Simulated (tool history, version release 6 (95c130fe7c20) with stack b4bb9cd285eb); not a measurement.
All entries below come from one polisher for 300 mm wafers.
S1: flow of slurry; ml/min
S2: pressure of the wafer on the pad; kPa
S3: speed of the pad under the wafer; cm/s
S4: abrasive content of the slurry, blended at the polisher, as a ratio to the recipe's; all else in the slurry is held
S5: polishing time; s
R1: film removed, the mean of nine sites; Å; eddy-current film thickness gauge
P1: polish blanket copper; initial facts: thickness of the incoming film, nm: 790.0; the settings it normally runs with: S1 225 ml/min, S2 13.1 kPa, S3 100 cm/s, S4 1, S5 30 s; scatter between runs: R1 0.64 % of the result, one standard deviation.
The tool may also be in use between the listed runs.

run 1 day=0.196 | S1=225 S2=13.1 S3=100 S4=1 S5=30 | R1=585.14
run 2 day=0.333 | S1=225 S2=13.1 S3=152 S4=1 S5=24 | R1=707.93
run 3 day=0.504 | S1=350 S2=13.1 S3=100 S4=1 S5=30 | R1=601.96
run 4 day=0.633 | S1=225 S2=13.1 S3=100 S4=1 S5=30 | R1=576.87
run 5 day=0.788 | S1=225 S2=13.1 S3=100 S4=1 S5=30 | R1=585.65
run 6 day=0.975 | S1=225 S2=20.7 S3=100 S4=1 S5=30 | R1=920.19
run 7 day=1.179 | S1=225 S2=13.1 S3=44 S4=1 S5=30 | R1=258.4
run 8 day=1.354 | S1=225 S2=13.1 S3=100 S4=1 S5=30 | R1=586.99
run 9 day=1.512 | S1=150 S2=13.1 S3=100 S4=1 S5=30 | R1=552.59
run 10 day=1.621 | S1=225 S2=13.1 S3=100 S4=1 S5=30 | R1=584.55
run 11 day=1.746 | S1=225 S2=13.1 S3=138 S4=1 S5=30 | R1=808.03
run 12 day=1.958 | S1=225 S2=13.1 S3=100 S4=0.75 S5=30 | R1=555.53
run 13 day=2.117 | S1=225 S2=13.1 S3=100 S4=1.5 S5=30 | R1=639.89
run 14 day=2.254 | S1=225 S2=13.1 S3=100 S4=1 S5=30 | R1=586.87
run 15 day=2.458 | S1=225 S2=13.1 S3=100 S4=1 S5=42 | R1=814.53
run 16 day=2.612 | S1=225 S2=13.1 S3=100 S4=1 S5=15 | R1=292.06
run 17 day=2.75 | S1=290 S2=13.1 S3=100 S4=1.25 S5=30 | R1=627.94
run 18 day=2.908 | S1=225 S2=6.9 S3=100 S4=1 S5=30 | R1=307.17
run 19 day=3.058 | S1=225 S2=13.1 S3=100 S4=1 S5=30 | R1=583.9
run 20 day=3.254 | S1=225 S2=13.1 S3=100 S4=1 S5=30 | R1=563.69
run 21 day=3.408 | S1=225 S2=13.1 S3=100 S4=1 S5=30 | R1=561.15
run 22 day=3.525 | S1=225 S2=13.1 S3=100 S4=1 S5=30 | R1=559.99
run 23 day=3.625 | S1=225 S2=13.1 S3=100 S4=1 S5=30 | R1=551.31
-- day=3.704 slurry blender recalibrated
run 24 day=3.742 | S1=225 S2=13.1 S3=100 S4=1 S5=30 | R1=550.16
run 25 day=3.854 | S1=225 S2=13.1 S3=100 S4=1 S5=30 | R1=546.41
-- day=3.896 head pressure recalibrated
run 26 day=4 | S1=225 S2=13.1 S3=100 S4=1 S5=30 | R1=547.35
run 27 day=4.208 | S1=225 S2=13.1 S3=100 S4=1 S5=30 | R1=547.98
run 28 day=4.4 | S1=225 S2=13.1 S3=100 S4=1 S5=30 | R1=546.92

What P1 gives has crept off from where it sat before. The 2 causes that follow fit the log equally well, each at the size noted:
A: removal rate lost through wear of the pad, % = 6.21
B: slurry flow missing at the pad, % = 35.6
The drift started at roughly day 3.058.
Every other cause this tool's parts could produce, and why it does not fit the log:
head's pressure below its setpoint, %: serviced at day 3.896, which brought nothing back
abrasive missing from the slurry, %: serviced at day 3.704, which brought nothing back

Of the 4 check runs below, each run on 5 wafers with the results averaged and each result still a question mark, which one would tell the listed causes apart?
run check 1 day=4.592 | S1=225 S2=13.1 S3=44 S4=1 S5=39 | R1=?
run check 2 day=4.592 | S1=225 S2=18.6 S3=100 S4=1 S5=39 | R1=?
run check 3 day=4.592 | S1=225 S2=13.1 S3=134 S4=1 S5=39 | R1=?
run check 4 day=4.592 | S1=345 S2=13.1 S3=76 S4=1 S5=30 | R1=?

What every check run would give for each of its results, assuming each possible cause in turn:
check=check_1 result=R1 if_A=313.07 if_B=313.05
check=check_2 result=R1 if_A=1011.1 if_B=1011.1
check=check_3 result=R1 if_A=953.45 if_B=953.39
check=check_4 result=R1 if_A=433.51 if_B=442.85
Per check, the gap between the least separated pair of causes, taken in the result that splits them most: check 1 0.01 %; check 2 0.01 %; check 3 0.01 %; check 4 2.13 %
The causes can be told apart only by check 4. The other checks would give nearly the same results under each of them.

Here is what check 4 returned: R1 442.85 Å. Which cause is it?

It was cause B: slurry flow missing at the pad, %.
